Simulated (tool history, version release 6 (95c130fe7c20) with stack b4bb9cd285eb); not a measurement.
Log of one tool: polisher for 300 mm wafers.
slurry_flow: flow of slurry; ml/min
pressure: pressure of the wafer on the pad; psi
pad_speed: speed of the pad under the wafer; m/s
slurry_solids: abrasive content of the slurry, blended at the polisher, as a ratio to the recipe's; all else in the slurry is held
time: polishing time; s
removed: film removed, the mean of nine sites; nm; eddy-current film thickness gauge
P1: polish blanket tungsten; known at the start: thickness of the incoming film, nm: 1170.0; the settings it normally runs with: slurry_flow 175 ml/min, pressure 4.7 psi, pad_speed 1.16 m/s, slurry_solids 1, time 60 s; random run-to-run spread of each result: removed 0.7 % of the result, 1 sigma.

run	hour	slurry_flow	pressure	pad_speed	slurry_solids	time	removed
1	14.2	175	4.7	1.16	1	60	432.5
2	22.8	175	4.7	0.54	1	60	197.35
3	35.2	225	4.7	1.16	1	60	447.77
4	46.3	175	4.7	1.16	0.5	60	364.66
5	57	105	4.7	1.16	1	60	392.69
6	73.5	175	4.7	1.58	1	60	590.65
7	83.6	175	4.7	1.16	1	60	436.78
8	91.5	175	4.7	1.16	1	60	427
9	101.5	175	2.9	1.16	1	60	266.01
10	112.6	175	4.7	1.16	1.35	79	604.44
# hour 121.5: head pressure recalibrated
11	125.4	270	2.4	1.16	1	60	232.39
# hour 128.3: slurry tank refilled with fresh slurry and peroxide
12	135.7	175	6.4	1.16	1	60	585.67
13	146.9	175	4.7	1.16	1	27	194.79
14	159.7	175	4.7	1.16	1	60	431.34
15	167.9	175	4.7	1.16	1	93	659.66
16	182.3	260	6.4	1.16	1	60	615.86
17	191.6	175	4.7	1.16	1.45	60	470.84
18	201.6	175	4.7	1.16	1	60	433.02
19	212.7	175	4.7	1.16	1	60	434.39
20	228.5	175	4.7	1.16	1	60	414.57
21	241.8	175	4.7	1.16	1	60	410.13
22	249.6	175	4.7	1.16	1	60	407.47
# hour 255.3: slurry tank refilled with fresh slurry and peroxide
23	263.8	175	4.7	1.16	1	60	400.75
# hour 264.9: slurry blender recalibrated
# hour 265.7: worn pad replaced by a new one
24	272.4	175	4.7	1.16	1	60	401.14
25	288.8	175	4.7	1.16	1	60	399.06
26	296.9	175	4.7	1.16	1	60	398.88
27	304	175	4.7	1.16	1	60	398.33

P1 has crept away from where it was. The log is fitted equally well by each of these 2 causes, at the sizes shown:
A: head's pressure below its setpoint, % = 7.13
B: slurry flow missing at the pad, % = 33.2
The onset of the drift is placed at about hour 212.7.
Ruled out, with reasons:
removal rate lost through wear of the pad, %: serviced at hour 265.7, which brought nothing back
abrasive missing from the slurry, %: serviced at hour 264.9, which brought nothing back
peroxide lost from the slurry, %: serviced at hour 255.3, which brought nothing back

Which of the check runs below tells the causes apart, meaning the causes would give it clearly different results? Each run uses 3 wafers whose results are averaged, and each result is shown as a question mark.
check 1	311.1	175	4.7	1.16	1.45	60	?
check 2	311.1	175	4.7	0.66	1	45	?
check 3	311.1	115	3	1.16	1	60	?
check 4	311.1	175	4.7	0.6	1.4	60	?

If the cause were each of the candidates in turn, the checks would give the following:
check	result	if A	if B
check 1	removed	435.96	435.96
check 2	removed	170.12	170.12
check 3	removed	235.47	227.66
check 4	removed	223.57	223.57
Gap, in per cent, between the two causes that each check separates least, read from the result that separates them most: check 1 0 %; check 2 0 %; check 3 3.37 %; check 4 0 %
The causes can be told apart only by check 3. The other checks would give nearly the same results under each of them.

Here is what check 3 returned: removed 228.16 nm. Which cause is it?

B is the cause: slurry flow missing at the pad, %.

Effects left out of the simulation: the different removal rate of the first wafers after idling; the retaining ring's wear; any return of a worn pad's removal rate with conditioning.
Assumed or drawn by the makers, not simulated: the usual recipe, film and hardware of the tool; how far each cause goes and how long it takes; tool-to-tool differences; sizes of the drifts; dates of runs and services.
